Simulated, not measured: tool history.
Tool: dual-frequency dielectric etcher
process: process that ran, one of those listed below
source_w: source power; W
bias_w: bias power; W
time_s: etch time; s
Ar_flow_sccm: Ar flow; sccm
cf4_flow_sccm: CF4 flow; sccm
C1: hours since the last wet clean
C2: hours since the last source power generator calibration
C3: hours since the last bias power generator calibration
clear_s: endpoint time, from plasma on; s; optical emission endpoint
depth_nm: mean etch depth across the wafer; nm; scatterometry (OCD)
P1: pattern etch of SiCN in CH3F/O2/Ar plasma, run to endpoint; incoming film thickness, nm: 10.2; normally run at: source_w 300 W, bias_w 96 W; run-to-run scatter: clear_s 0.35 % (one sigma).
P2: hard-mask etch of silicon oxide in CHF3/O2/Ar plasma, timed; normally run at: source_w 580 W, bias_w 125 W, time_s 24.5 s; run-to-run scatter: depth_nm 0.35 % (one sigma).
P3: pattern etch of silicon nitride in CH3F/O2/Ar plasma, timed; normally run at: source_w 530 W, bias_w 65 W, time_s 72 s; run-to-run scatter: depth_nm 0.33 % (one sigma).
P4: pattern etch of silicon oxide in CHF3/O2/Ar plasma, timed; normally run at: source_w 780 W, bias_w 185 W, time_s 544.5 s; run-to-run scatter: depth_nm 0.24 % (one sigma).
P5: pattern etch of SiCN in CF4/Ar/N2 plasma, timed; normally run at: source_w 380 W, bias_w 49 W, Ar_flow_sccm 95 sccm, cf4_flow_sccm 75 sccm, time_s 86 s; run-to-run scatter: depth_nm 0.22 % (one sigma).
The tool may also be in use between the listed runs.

run 1 hour=7.2 | process=P1 source_w=300 bias_w=96 | C1=302.2 C2=1350.4 C3=1550 | clear_s=27.477
run 2 hour=11.6 | process=P4 source_w=780 bias_w=185 time_s=357 | C1=306.6 C2=1354.8 C3=1554.4 | depth_nm=763.4
run 3 hour=16.7 | process=P2 source_w=580 bias_w=170 time_s=24.5 | C1=311.7 C2=1359.9 C3=1559.5 | depth_nm=46.38
run 4 hour=21.6 | process=P3 source_w=530 bias_w=80 time_s=72 | C1=316.6 C2=1364.8 C3=1564.4 | depth_nm=58.332
run 5 hour=28.1 | process=P5 source_w=380 bias_w=49 time_s=86 Ar_flow_sccm=95 cf4_flow_sccm=75 | C1=323.1 C2=1371.3 C3=1570.9 | depth_nm=56.457
run 6 hour=35.1 | process=P1 source_w=400 bias_w=96 | C1=330.1 C2=1378.3 C3=1577.9 | clear_s=24.38
run 7 hour=40.6 | process=P1 source_w=300 bias_w=96 | C1=335.6 C2=1383.8 C3=1583.4 | clear_s=27.388
run 8 hour=49.3 | process=P3 source_w=740 bias_w=65 time_s=72 | C1=344.3 C2=1392.5 C3=1592.1 | depth_nm=61.992
run 9 hour=55.2 | process=P1 source_w=300 bias_w=96 | C1=350.2 C2=1398.4 C3=1598 | clear_s=27.312
run 10 hour=62.1 | process=P4 source_w=580 bias_w=185 time_s=544.5 | C1=357.1 C2=1405.3 C3=1604.9 | depth_nm=1037.4
run 11 hour=71 | process=P1 source_w=300 bias_w=59 | C1=366 C2=1414.2 C3=1613.8 | clear_s=32.734
run 12 hour=78.8 | process=P4 source_w=780 bias_w=225 time_s=544.5 | C1=373.8 C2=1422 C3=1621.6 | depth_nm=1246.3
run 13 hour=84.4 | process=P1 source_w=180 bias_w=96 | C1=379.4 C2=1427.6 C3=1627.2 | clear_s=32.905
run 14 hour=89.1 | process=P1 source_w=350 bias_w=67 | C1=384.1 C2=1432.3 C3=1631.9 | clear_s=29.36
run 15 hour=94.2 | process=P4 source_w=780 bias_w=185 time_s=544.5 | C1=389.2 C2=1437.4 C3=1637 | depth_nm=1165.8
run 16 hour=98.2 | process=P2 source_w=410 bias_w=125 time_s=24.5 | C1=393.2 C2=1441.4 C3=1641 | depth_nm=36.853
run 17 hour=104 | process=P5 source_w=380 bias_w=49 time_s=86 Ar_flow_sccm=95 cf4_flow_sccm=75 | C1=399 C2=1447.2 C3=1646.8 | depth_nm=56.467
run 18 hour=113 | process=P3 source_w=530 bias_w=65 time_s=72 | C1=408 C2=1456.2 C3=1655.8 | depth_nm=54.244
run 19 hour=117.8 | process=P1 source_w=300 bias_w=96 | C1=412.8 C2=1461 C3=1660.6 | clear_s=27.254
run 20 hour=123.2 | process=P5 source_w=470 bias_w=49 time_s=86 Ar_flow_sccm=95 cf4_flow_sccm=75 | C1=418.2 C2=1466.4 C3=1666 | depth_nm=68.428
run 21 hour=128.4 | process=P5 source_w=380 bias_w=49 time_s=86 Ar_flow_sccm=70 cf4_flow_sccm=75 | C1=423.4 C2=1471.6 C3=1671.2 | depth_nm=59.377
run 22 hour=136.3 | process=P3 source_w=530 bias_w=65 time_s=54 | C1=431.3 C2=1479.5 C3=1679.1 | depth_nm=40.456

Forecast run 23:
run 23 hour=144.4 | process=P5 source_w=380 bias_w=49 time_s=111.5 Ar_flow_sccm=95 cf4_flow_sccm=75 | C1=439.4 C2=1487.6 C3=1687.2 | depth_nm=?

{"run 23": {"depth_nm": 73.269}}
